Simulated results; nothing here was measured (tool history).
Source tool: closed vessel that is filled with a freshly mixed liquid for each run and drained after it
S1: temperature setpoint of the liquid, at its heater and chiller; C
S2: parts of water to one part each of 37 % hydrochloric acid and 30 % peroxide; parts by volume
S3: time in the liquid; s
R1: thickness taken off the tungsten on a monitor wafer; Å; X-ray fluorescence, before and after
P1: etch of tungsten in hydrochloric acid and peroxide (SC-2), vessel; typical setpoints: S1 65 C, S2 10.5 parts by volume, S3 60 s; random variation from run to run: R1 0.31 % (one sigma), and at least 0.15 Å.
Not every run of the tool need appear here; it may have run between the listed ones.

{"run": 1, "hour": 8.0, "S1": 65, "S2": 10.5, "S3": 60, "R1": 390.26}
{"run": 2, "hour": 16.7, "S1": 65, "S2": 10.5, "S3": 105, "R1": 683.17}
{"run": 3, "hour": 26.0, "S1": 65, "S2": 10.5, "S3": 30, "R1": 194.46}
{"run": 4, "hour": 33.2, "S1": 72, "S2": 10.5, "S3": 115, "R1": 1131.4}
{"run": 5, "hour": 44.5, "S1": 54.5, "S2": 10.5, "S3": 60, "R1": 201.37}
{"hour": 49.5, "done": "thermometer replaced"}
{"run": 6, "hour": 57.3, "S1": 65, "S2": 4, "S3": 60, "R1": 810.58}
{"run": 7, "hour": 68.6, "S1": 65, "S2": 10.5, "S3": 60, "R1": 388.58}
{"run": 8, "hour": 79.9, "S1": 72, "S2": 10.5, "S3": 60, "R1": 591.11}
{"run": 9, "hour": 88.7, "S1": 65, "S2": 10.5, "S3": 60, "R1": 388.37}
{"run": 10, "hour": 98.6, "S1": 65, "S2": 10.5, "S3": 60, "R1": 387.42}
{"run": 11, "hour": 107.9, "S1": 65, "S2": 18, "S3": 60, "R1": 243.25}
{"run": 12, "hour": 114.6, "S1": 65, "S2": 10.5, "S3": 60, "R1": 387.99}
{"run": 13, "hour": 123.5, "S1": 65, "S2": 10.5, "S3": 60, "R1": 388.25}
{"run": 14, "hour": 133.0, "S1": 65, "S2": 10.5, "S3": 60, "R1": 403.47}
{"run": 15, "hour": 145.2, "S1": 65, "S2": 10.5, "S3": 60, "R1": 412.2}
{"run": 16, "hour": 155.2, "S1": 65, "S2": 10.5, "S3": 60, "R1": 413.54}
{"run": 17, "hour": 164.6, "S1": 65, "S2": 10.5, "S3": 60, "R1": 416.6}
{"run": 18, "hour": 173.6, "S1": 65, "S2": 10.5, "S3": 60, "R1": 417.17}
{"run": 19, "hour": 180.9, "S1": 65, "S2": 10.5, "S3": 60, "R1": 417.09}
{"run": 20, "hour": 188.9, "S1": 65, "S2": 10.5, "S3": 60, "R1": 418}

What P1 gives has crept off from where it sat before. The 2 causes that follow fit the log equally well, each at the size noted:
A: chemicals flow above the setpoint (%) = 9.46
B: liquid hotter than its thermometer reads (K) = 1.25
The drift started at roughly hour 123.5.
What rules out each remaining cause:
peroxide weaker than its label (%): at its largest 8, which would move R1 by -7.4 %, too little to match the creep or of the wrong sign

4 check runs are offered, each on 2 wafers whose results are averaged, their results left as question marks. Which one tells the causes apart?
{"run": "check 1", "hour": 196.9, "S1": 65, "S2": 14.5, "S3": 105, "R1": "?"}
{"run": "check 2", "hour": 196.9, "S1": 65, "S2": 18, "S3": 30, "R1": "?"}
{"run": "check 3", "hour": 196.9, "S1": 65, "S2": 14, "S3": 60, "R1": "?"}
{"run": "check 4", "hour": 196.9, "S1": 57, "S2": 4, "S3": 60, "R1": "?"}

Expected result of each check under each candidate cause:
check=check_1 result=R1 if_A=557.34 if_B=555.59
check=check_2 result=R1 if_A=131.64 if_B=130.96
check=check_3 result=R1 if_A=328.32 if_B=327.4
check=check_4 result=R1 if_A=521.46 if_B=532.08
Per-check spread between the two closest causes, in the result where they differ most: check 1 0.31 %; check 2 0.52 %; check 3 0.28 %; check 4 2.02 %
Check 4 tells the causes apart: in the others they would give nearly the same result.

Then check 4 was run and gave: R1 519.69 Å. Which cause is it?

The correct cause is A, namely: chemicals flow above the setpoint (%).

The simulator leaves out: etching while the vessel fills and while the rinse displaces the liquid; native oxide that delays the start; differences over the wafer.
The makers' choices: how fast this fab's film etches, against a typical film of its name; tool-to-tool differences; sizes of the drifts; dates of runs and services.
